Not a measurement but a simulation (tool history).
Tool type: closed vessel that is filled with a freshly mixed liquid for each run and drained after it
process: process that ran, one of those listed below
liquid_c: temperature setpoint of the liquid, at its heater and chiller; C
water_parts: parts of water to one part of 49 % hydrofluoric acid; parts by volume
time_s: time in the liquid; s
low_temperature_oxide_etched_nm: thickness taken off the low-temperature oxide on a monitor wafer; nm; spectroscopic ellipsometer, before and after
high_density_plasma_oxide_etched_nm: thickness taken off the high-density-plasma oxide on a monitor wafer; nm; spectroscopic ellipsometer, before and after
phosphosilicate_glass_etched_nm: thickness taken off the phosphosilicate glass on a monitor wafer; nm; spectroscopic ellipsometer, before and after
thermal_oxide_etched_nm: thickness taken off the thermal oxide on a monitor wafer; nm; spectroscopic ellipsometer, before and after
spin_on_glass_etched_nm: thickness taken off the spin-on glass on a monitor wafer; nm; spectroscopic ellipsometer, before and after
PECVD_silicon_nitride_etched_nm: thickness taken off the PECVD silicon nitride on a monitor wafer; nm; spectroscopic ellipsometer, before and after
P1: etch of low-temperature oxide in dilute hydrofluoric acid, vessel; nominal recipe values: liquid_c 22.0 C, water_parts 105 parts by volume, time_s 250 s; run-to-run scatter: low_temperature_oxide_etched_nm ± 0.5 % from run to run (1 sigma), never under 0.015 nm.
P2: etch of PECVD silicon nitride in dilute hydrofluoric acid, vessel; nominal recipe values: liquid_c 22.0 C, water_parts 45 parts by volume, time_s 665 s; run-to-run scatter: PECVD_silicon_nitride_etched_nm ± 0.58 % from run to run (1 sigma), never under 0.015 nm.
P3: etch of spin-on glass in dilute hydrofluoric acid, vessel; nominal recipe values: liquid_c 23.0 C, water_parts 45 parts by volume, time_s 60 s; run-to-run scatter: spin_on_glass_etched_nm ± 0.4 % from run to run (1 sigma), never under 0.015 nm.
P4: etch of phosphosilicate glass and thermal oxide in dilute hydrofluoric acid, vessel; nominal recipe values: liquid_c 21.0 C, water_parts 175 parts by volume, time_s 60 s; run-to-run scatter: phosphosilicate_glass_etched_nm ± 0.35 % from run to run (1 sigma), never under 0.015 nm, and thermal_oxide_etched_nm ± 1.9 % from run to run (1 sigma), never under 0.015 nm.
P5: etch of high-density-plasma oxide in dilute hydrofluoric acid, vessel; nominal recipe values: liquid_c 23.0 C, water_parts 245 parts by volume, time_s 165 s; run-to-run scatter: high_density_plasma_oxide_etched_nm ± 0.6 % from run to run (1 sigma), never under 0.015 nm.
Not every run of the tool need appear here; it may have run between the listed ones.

run   hour  process  liquid_c  water_parts  time_s  low_temperature_oxide_etched_nm  high_density_plasma_oxide_etched_nm  phosphosilicate_glass_etched_nm  thermal_oxide_etched_nm  spin_on_glass_etched_nm  PECVD_silicon_nitride_etched_nm
  1   10.6       P1      22.0          105     250                           27.604
  2   28.9       P5      23.0          245     165                                                               4.17850
  3   43.3       P4      21.0          295      60                                                                                                 29.975                  0.67469
  4   53.4       P5      30.5          245     165                                                               5.40160
  5   65.3       P3      23.0           60      60                                                                                                                                                   46.956
      71.2  -- hydrofluoric acid flow meter replaced
  6   81.1       P1      17.0          105     250                           22.714
  7   98.7       P1      22.0          105     365                           40.544
  8  107.6       P1      22.0          145     250                           19.323
  9  116.9       P1      22.0          105     250                           27.698
 10  130.6       P3      28.0           45      60                                                                                                                                                   77.754
 11  140.2       P1      22.0           70     250                           43.681
 12  154.2       P5      23.0          245      30                                                               0.73456
 13  164.4       P2      22.0           70     665                                                                                                                                                                                   13.9470
 14  180.6       P3      23.0           45     105                                                                                                                                                  112.180
 15  198.2       P4      21.0          175      60                                                                                                 56.815                  1.28050
 16  213.3       P3      23.0           45      60                                                                                                                                                   64.080
 17  228.0       P4      21.0          175     105                                                                                                 99.609                  2.20500
 18  237.2       P1      26.0          105     250                           32.409
 19  255.5       P3      23.0           45      60                                                                                                                                                   63.846
 20  269.6       P1      29.0          105     480                           70.315
 21  280.0       P1      22.0          105     250                           27.627
 22  295.9       P4      17.5          175      60                                                                                                 49.929                  1.10810
 23  307.2       P2      22.0           45     665                                                                                                                                                                                   21.4370
 24  326.1       P4      21.0          175      60                                                                                                 57.182                  1.26930
 25  339.3       P1      22.0          105     120                           13.446
 26  350.8       P1      22.0          105     250                           27.817
 27  369.6       P1      22.0          105     250                           27.701
 28  381.3       P2      22.0           45     225                                                                                                                                                                                    7.2216
 29  390.1       P1      22.0          105     250                           27.676
 30  405.8       P5      23.0          410     165                                                               2.12480
 31  422.4       P2      30.0           45     665                                                                                                                                                                                   36.2820
 32  436.2       P1      22.0          105     250                           27.714
 33  448.2       P1      22.0          105     250                           29.008
 34  458.0       P1      22.0          105     250                           29.418
 35  473.9       P1      22.0          105     250                           29.798
 36  488.5       P1      22.0          105     250                           29.980
 37  501.6       P1      22.0          105     250                           30.102
 38  516.1       P1      22.0          105     250                           30.160
 39  529.0       P1      22.0          105     250                           30.075

Something has made what P1 gives creep away from where it was; the 2 causes below, each at its own stated size, fit the log equally well:
A: liquid hotter than its thermometer reads (K) = 2
B: hydrofluoric acid flow above the setpoint (%) = 7.38
At approximately hour 436.2, the process output began to creep.

Of the 4 check runs listed below, each run on one wafer and each result written as a question mark, which would let you distinguish the listed causes because they would give clearly different results?
check 1  541.9       P4      21.0          175      60                                                                                                      ?                        ?
check 2  541.9       P5      23.0          245     165                                                                     ?
check 3  541.9       P3      23.0           45      60                                                                                                                                                        ?
check 4  541.9       P2      22.0           45     665                                                                                                                                                                                         ?

What each check would give under each cause:
  check                               result     if A     if B
check 1      phosphosilicate_glass_etched_nm   61.451   61.881
check 1              thermal_oxide_etched_nm  1.36260  1.37210
check 2  high_density_plasma_oxide_etched_nm  4.45400  4.52770
check 3              spin_on_glass_etched_nm   69.159   68.644
check 4      PECVD_silicon_nitride_etched_nm  24.6250  23.0290
Minimum pairwise separation of causes per check, each pair taken at its best-separating result: check 1 0.7 %; check 2 1.64 %; check 3 0.75 %; check 4 6.7 %
The other checks would show nearly matching results whichever cause is true, so check 4 is the only one that separates the causes.

Check 4 has now been run. It gave: PECVD_silicon_nitride_etched_nm 22.8570 nm. Which of the candidate causes is it?

The cause is B: hydrofluoric acid flow above the setpoint (%).
